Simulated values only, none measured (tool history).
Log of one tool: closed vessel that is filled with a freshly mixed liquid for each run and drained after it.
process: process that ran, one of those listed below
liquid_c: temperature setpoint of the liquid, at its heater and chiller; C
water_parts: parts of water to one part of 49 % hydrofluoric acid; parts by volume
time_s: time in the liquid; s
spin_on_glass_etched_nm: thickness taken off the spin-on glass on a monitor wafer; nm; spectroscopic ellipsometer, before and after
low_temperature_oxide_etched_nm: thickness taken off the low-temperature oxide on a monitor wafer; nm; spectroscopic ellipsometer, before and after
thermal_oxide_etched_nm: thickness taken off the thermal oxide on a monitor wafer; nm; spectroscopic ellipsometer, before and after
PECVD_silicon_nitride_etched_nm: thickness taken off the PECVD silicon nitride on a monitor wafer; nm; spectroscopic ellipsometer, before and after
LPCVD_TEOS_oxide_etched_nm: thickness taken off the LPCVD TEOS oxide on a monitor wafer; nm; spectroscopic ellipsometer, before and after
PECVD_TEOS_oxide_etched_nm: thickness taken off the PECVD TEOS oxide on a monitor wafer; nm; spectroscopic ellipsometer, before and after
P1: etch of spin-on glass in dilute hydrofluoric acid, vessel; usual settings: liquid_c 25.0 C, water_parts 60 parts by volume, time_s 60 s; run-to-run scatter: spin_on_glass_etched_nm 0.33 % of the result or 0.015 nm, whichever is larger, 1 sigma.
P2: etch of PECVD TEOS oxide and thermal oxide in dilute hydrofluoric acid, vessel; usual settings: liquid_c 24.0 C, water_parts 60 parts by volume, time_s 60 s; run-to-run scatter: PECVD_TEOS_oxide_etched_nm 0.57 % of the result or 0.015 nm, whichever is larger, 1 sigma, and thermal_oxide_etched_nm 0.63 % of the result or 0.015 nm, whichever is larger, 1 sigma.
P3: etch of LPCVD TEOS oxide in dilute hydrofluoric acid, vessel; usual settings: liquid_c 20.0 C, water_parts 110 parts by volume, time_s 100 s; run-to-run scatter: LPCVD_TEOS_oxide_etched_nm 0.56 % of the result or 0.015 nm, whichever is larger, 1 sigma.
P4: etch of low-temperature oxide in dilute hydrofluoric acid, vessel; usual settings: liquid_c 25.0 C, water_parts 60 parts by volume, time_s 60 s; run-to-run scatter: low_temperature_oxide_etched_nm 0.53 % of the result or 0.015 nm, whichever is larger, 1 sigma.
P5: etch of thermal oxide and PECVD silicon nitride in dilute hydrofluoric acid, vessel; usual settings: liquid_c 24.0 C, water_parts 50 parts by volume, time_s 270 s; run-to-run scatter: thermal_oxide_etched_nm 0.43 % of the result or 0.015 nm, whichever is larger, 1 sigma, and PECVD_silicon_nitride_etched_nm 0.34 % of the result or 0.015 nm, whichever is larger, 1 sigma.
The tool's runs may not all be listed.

run   hour  process  liquid_c  water_parts  time_s  hours since the thermometer was replaced  hours since the hydrofluoric acid flow meter was replaced  spin_on_glass_etched_nm  low_temperature_oxide_etched_nm  thermal_oxide_etched_nm  PECVD_silicon_nitride_etched_nm  LPCVD_TEOS_oxide_etched_nm  PECVD_TEOS_oxide_etched_nm
  1    6.9       P1      25.0           60      60                                     701.7                                                      690.2                   52.136
  2   17.0       P1      25.0          100      60                                     711.8                                                      700.3                   29.592
  3   24.2       P1      25.0           60      90                                     719.0                                                      707.5                   78.028
  4   33.1       P1      28.5           60      60                                     727.9                                                      716.4                   59.864
  5   45.4       P1      25.0           60      60                                     740.2                                                      728.7                   51.784
      48.4  -- thermometer replaced
  6   58.8       P1      25.0           60      60                                      10.4                                                      742.1                   52.327
  7   65.3       P4      25.0          100      60                                      16.9                                                      748.6                                                   11.4130
  8   79.8       P5      24.0           20     270                                      31.4                                                      763.1                                                                            73.4890                          22.2770
  9   88.7       P5      24.0           50     270                                      40.3                                                      772.0                                                                            28.0490                           9.2225
 10   97.0       P3      20.0          200     100                                      48.6                                                      780.3                                                                                                                                          9.6009
 11  105.0       P3      27.5          110     100                                      56.6                                                      788.3                                                                                                                                         26.0560
 12  117.3       P4      25.0           60      60                                      68.9                                                      800.6                                                   19.8630
 13  128.6       P3      20.0          110     100                                      80.2                                                      811.9                                                                                                                                         19.2090
 14  138.2       P4      19.5           60      60                                      89.8                                                      821.5                                                   15.7830
 15  145.7       P5      27.5           50     270                                      97.3                                                      829.0                                                                            32.6550                          11.6630
 16  156.3       P3      20.0          110     100                                     107.9                                                      839.6                                                                                                                                         19.2070
 17  164.0       P5      24.0           50     270                                     115.6                                                      847.3                                                                            28.2000                           9.1998
 18  172.5       P5      24.0           50     475                                     124.1                                                      855.8                                                                            49.6410                          16.2570
 19  179.4       P1      25.0           60      60                                     131.0                                                      862.7                   51.893
 20  186.6       P3      20.0          110     145                                     138.2                                                      869.9                                                                                                                                         28.0870
 21  200.2       P1      25.0           20      60                                     151.8                                                      883.5                  164.720
 22  208.6       P4      25.0           60      30                                     160.2                                                      891.9                                                    9.9945
 23  219.7       P2      24.0           60      60                                     171.3                                                      903.0                                                                             4.9329                                                                                   30.308
 24  228.2       P4      25.0           60      60                                     179.8                                                      911.5                                                   20.2640
 25  241.6       P1      25.0           60      60                                     193.2                                                      924.9                   51.683
 26  252.7       P1      28.5           60     115                                     204.3                                                      936.0                  114.730
 27  259.6       P2      30.5           60      60                                     211.2                                                      942.9                                                                             6.3717                                                                                   39.415
 28  269.0       P2      24.0           95      60                                     220.6                                                      952.3                                                                             2.9168                                                                                   18.040
 29  282.7       P1      25.0           60      30                                     234.3                                                      966.0                   25.851
 30  296.2       P2      24.0           60     115                                     247.8                                                      979.5                                                                             9.4187                                                                                   57.898
 31  302.7       P1      19.5           60      60                                     254.3                                                      986.0                   41.323
 32  316.5       P1      25.0           60      60                                     268.1                                                      999.8                   51.898
 33  325.8       P1      25.0           60      60                                     277.4                                                     1009.1                   53.562
 34  335.0       P1      25.0           60      60                                     286.6                                                     1018.3                   54.629
 35  344.0       P1      25.0           60      60                                     295.6                                                     1027.3                   55.213
 36  357.5       P1      25.0           60      60                                     309.1                                                     1040.8                   55.481
 37  363.9       P1      25.0           60      60                                     315.5                                                     1047.2                   55.726
 38  375.3       P1      25.0           60      60                                     326.9                                                     1058.6                   56.149
 39  389.7       P1      25.0           60      60                                     341.3                                                     1073.0                   55.972
 40  399.1       P1      25.0           60      60                                     350.7                                                     1082.4                   56.116

What P1 gives has crept away from where it was. These 2 causes fit the log equally well, each at the size given:
A: liquid hotter than its thermometer reads (K) = 1.91
B: hydrofluoric acid flow above the setpoint (%) = 7.36
The creep began at about hour 316.5.

4 check runs are offered, one wafer each, their results left as question marks. Which one tells the causes apart?
check 1  408.5       P4      25.0           95      30                                                                                                                                                              ?
check 2  408.5       P5      27.5           25     270                                                                                                                                                                                       ?                                ?
check 3  408.5       P3      20.0          195     100                                                                                                                                                                                                                                                    ?
check 4  408.5       P2      24.0           75      60                                                                                                                                                                                       ?                                                                                        ?

What each check would give under each cause:
  check                           result     if A     if B
check 1  low_temperature_oxide_etched_nm   6.5177   6.5482
check 2          thermal_oxide_etched_nm  72.8010  72.4870
check 2  PECVD_silicon_nitride_etched_nm  25.9290  24.4620
check 3       LPCVD_TEOS_oxide_etched_nm  10.6840  10.8030
check 4          thermal_oxide_etched_nm   4.1853   4.1900
check 4       PECVD_TEOS_oxide_etched_nm   25.653   25.682
How far apart the two closest causes lie, in the result that separates them most: check 1 0.47 %; check 2 5.82 %; check 3 1.11 %; check 4 0.11 %
Only check 2 tells the causes apart: in the others they would give nearly the same result.

Check 2 was then run and gave: thermal_oxide_etched_nm 72.5990 nm; PECVD_silicon_nitride_etched_nm 24.4640 nm. Which cause is it?

It is B: hydrofluoric acid flow above the setpoint (%).
